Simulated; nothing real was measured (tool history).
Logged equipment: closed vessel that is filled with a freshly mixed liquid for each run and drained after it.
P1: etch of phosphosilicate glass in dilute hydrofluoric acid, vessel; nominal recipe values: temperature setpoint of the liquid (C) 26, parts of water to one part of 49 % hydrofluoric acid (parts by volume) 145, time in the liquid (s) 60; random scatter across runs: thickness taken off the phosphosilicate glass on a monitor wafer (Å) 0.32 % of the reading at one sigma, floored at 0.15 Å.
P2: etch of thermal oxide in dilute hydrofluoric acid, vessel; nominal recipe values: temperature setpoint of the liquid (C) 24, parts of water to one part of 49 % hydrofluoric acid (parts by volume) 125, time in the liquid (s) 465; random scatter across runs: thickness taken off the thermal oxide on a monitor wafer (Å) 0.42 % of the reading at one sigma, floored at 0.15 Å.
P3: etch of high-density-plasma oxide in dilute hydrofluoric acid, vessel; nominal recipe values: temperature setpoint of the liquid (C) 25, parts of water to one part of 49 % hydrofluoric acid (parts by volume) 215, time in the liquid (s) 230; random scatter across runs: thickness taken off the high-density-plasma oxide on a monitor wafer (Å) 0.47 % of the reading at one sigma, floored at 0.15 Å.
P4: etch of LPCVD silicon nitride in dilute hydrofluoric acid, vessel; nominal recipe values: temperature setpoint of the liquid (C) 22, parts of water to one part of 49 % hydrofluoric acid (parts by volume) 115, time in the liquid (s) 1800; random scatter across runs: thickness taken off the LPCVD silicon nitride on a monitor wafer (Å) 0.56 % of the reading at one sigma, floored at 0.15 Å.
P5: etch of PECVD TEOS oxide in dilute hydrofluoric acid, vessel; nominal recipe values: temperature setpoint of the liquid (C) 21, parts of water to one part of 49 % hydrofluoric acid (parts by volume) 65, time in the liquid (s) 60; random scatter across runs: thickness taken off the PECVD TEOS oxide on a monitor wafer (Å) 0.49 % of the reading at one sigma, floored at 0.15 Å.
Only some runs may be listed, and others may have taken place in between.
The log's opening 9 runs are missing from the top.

run	hour	process that ran	temperature setpoint of the liquid (C)	parts of water to one part of 49 % hydrofluoric acid (parts by volume)	time in the liquid (s)	hours since the thermometer was replaced	hours since the hydrofluoric acid flow meter was replaced	thickness taken off the phosphosilicate glass on a monitor wafer (Å)	thickness taken off the PECVD TEOS oxide on a monitor wafer (Å)	thickness taken off the thermal oxide on a monitor wafer (Å)	thickness taken off the high-density-plasma oxide on a monitor wafer (Å)	thickness taken off the LPCVD silicon nitride on a monitor wafer (Å)
10	68.4	P1	26	145	60	184.7	452.6	680.56				
11	78.6	P2	24	65	465	194.9	462.8			342.05		
12	90	P4	22	115	1800	206.3	474.2					82.731
13	98.9	P1	26	145	60	215.2	483.1	679.32				
14	107.3	P4	22	20	1800	223.6	491.5					457.37
15	119.2	P4	22	115	225	235.5	503.4					10.034
16	129.1	P1	26	145	60	245.4	513.3	679.67				
17	137.5	P3	17	215	230	253.8	521.7				36.319	
18	149.4	P5	21	65	60	265.7	533.6		145.72			
19	160	P1	32	215	60	276.3	544.2	519.4				
20	168	P1	26	60	60	284.3	552.2	1837.9				
21	177.6	P3	25	215	230	293.9	561.8				48.371	
22	188.2	P1	26	225	30	304.5	572.4	199.56				
23	198.5	P2	24	125	30	314.8	582.7			10.584		
24	208.3	P1	26	145	30	324.6	592.5	340.74				

Run 25 comes next. What will it give?
25	214.9	P1	26	145	60	331.2	599.1	?				

{"run 25": {"thickness taken off the phosphosilicate glass on a monitor wafer (Å)": 679.85}}
